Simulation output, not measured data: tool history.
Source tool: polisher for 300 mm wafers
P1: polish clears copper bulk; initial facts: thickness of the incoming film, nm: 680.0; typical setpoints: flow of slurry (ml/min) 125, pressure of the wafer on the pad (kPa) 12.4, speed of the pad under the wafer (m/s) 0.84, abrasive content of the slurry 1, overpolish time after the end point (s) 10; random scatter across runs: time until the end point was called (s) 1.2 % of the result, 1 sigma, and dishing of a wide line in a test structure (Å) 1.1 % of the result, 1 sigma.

run  hour  flow of slurry (ml/min)  pressure of the wafer on the pad (kPa)  speed of the pad under the wafer (m/s)  abrasive content of the slurry  overpolish time after the end point (s)  wafers polished on this pad  hours since the slurry nozzle was cleaned  hours since the head pressure was calibrated  hours since the slurry blender was calibrated  time until the end point was called (s)  dishing of a wide line in a test structure (Å)
  1   4.2                      125                                    12.4                                    0.84                               1                                       10                          682                                      440.8                                          71.5                                           21.6                                   140.88                                          323.89
  2   7.7                      125                                    12.4                                    0.84                               1                                       10                          717                                      444.3                                            75                                           25.1                                   139.78                                          322.29
  3  11.6                      125                                    12.4                                    0.84                               1                                        3                          757                                      448.2                                          78.9                                             29                                   138.16                                          105.49
  4  15.2                      125                                    18.6                                    0.84                               1                                       10                          794                                      451.8                                          82.5                                           32.6                                   91.471                                          475.74
  5  17.7                      160                                     5.5                                    0.84                               1                                       10                          820                                      454.3                                            85                                           35.1                                   299.59                                          155.41
  6  21.6                       75                                    12.4                                    0.54                               1                                       10                          860                                      458.2                                          88.9                                             39                                   250.34                                          194.84
  7  25.3                      125                                    12.4                                    0.84                            1.45                                       10                          898                                      461.9                                          92.6                                           42.7                                   127.75                                           353.2
  8    29                      125                                    12.4                                    1.16                               1                                       10                          936                                      465.6                                          96.3                                           46.4                                   100.29                                             429
  9  31.3                      165                                    12.4                                    0.84                               1                                       10                          960                                      467.9                                          98.6                                           48.7                                   132.95                                          340.45
 10  35.1                      125                                    12.4                                    0.84                               1                                       10                          999                                      471.7                                         102.4                                           52.5                                   140.61                                           330.2
 11  38.8                      125                                    12.4                                    0.84                               1                                       19                         1037                                      475.4                                         106.1                                           56.2                                   138.13                                          549.75
 12    41                       75                                    12.4                                    0.84                             1.4                                       10                         1059                                      477.6                                         108.3                                           58.4                                   148.44                                          305.49
 13  43.5                      125                                    12.4                                    0.84                               1                                       10                         1085                                      480.1                                         110.8                                           60.9                                    142.5                                          325.74
 14  46.8                      125                                    12.4                                    0.84                            0.55                                       10                         1119                                      483.4                                         114.1                                           64.2                                   155.45                                          295.03
 15  50.5                      125                                     6.9                                    0.84                               1                                       10                         1157                                      487.1                                         117.8                                           67.9                                   248.63                                          188.25
 16  52.6                       75                                    12.4                                    0.84                               1                                       10                         1178                                      489.2                                         119.9                                             70                                   162.02                                          294.11
 17  55.7                      125                                    12.4                                     0.5                               1                                       10                         1210                                      492.3                                           123                                           73.1                                   231.53                                          205.21

Run 18 comes next. What will it give?
 18  58.3                      125                                    12.4                                    0.84                               1                                       10                         1237                                      494.9                                         125.6                                           75.7                                        ?                                               ?

Run 18 measured time until the end point was called (s) 138.54, dishing of a wide line in a test structure (Å) 323.44.
